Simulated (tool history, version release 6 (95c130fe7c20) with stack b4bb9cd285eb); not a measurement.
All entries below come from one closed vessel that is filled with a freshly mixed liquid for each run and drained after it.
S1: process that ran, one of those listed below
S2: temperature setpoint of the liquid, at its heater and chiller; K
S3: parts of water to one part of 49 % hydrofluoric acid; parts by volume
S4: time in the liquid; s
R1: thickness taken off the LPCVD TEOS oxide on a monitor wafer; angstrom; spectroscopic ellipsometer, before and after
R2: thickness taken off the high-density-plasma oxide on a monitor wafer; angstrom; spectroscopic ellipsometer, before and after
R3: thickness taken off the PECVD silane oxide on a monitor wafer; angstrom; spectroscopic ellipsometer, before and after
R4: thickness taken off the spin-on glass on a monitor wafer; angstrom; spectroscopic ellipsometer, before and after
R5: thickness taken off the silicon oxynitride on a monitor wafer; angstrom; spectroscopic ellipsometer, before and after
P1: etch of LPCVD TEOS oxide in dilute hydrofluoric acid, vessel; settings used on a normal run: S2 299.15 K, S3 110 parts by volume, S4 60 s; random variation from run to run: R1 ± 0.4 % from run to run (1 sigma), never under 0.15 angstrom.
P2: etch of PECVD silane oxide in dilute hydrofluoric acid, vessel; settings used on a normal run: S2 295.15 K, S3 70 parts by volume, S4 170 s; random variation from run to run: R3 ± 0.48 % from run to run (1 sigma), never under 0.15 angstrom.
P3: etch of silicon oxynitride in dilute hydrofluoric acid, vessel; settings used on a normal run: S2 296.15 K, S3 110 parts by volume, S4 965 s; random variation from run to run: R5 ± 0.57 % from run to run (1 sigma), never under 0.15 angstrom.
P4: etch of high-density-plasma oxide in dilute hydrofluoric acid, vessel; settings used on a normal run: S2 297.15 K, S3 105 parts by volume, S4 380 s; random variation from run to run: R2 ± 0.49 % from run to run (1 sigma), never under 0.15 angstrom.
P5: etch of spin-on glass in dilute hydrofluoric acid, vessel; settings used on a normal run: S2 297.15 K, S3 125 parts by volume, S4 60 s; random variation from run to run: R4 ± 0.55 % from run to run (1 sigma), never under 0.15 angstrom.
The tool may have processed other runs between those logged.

run,hour,S1,S2,S3,S4,R1,R2,R3,R4,R5
1,9.4,P1,299.15,110,60,290.69,,,,
2,17.5,P1,299.15,110,30,146.69,,,,
3,26.8,P4,297.15,105,380,,185.2,,,
4,35.2,P2,295.15,70,170,,,435.49,,
5,42.5,P5,297.15,125,60,,,,148.61,
6,52.5,P4,290.15,105,380,,139.36,,,
# hour 60.5: thermometer replaced
7,61.8,P1,306.15,110,105,661.95,,,,
8,75.4,P3,290.15,110,965,,,,,292.78
9,83.6,P2,295.15,70,170,,,431.34,,
10,90.1,P1,295.15,110,60,249.42,,,,
11,102,P1,299.15,110,60,291.4,,,,
12,112.7,P2,295.15,70,325,,,829.63,,
13,119,P1,299.15,110,60,293.29,,,,
14,127.3,P1,299.15,180,30,82.692,,,,
15,136.4,P2,290.15,70,170,,,351.33,,
16,144.6,P4,297.15,105,380,,186.73,,,
17,153.7,P1,299.15,110,90,437.99,,,,
18,160.4,P3,296.15,110,965,,,,,396.39
19,174.3,P5,297.15,125,60,,,,147.77,
20,182.7,P5,291.15,125,60,,,,115.72,
21,193.1,P1,299.15,110,60,290.73,,,,
22,201.3,P2,295.15,115,170,,,250.86,,
23,208.1,P5,297.15,125,110,,,,272.45,
24,217.9,P3,296.15,110,1750,,,,,708.87
25,229.7,P3,296.15,160,965,,,,,259.97
26,236.6,P1,292.65,30,60,912.99,,,,
27,243.7,P4,297.15,105,75,,37.062,,,
28,255.1,P4,297.15,180,380,,98.656,,,
29,262.9,P5,297.15,195,60,,,,88.462,
30,275.9,P1,305.65,110,60,371.86,,,,
31,290.1,P1,299.15,70,60,482.93,,,,
32,300.2,P1,299.15,155,60,196.01,,,,
33,313.6,P1,299.15,110,60,290.71,,,,

Predict the results of run 34:
34,324.6,P1,299.15,110,60,?,,,,

R1: 294.13 angstrom

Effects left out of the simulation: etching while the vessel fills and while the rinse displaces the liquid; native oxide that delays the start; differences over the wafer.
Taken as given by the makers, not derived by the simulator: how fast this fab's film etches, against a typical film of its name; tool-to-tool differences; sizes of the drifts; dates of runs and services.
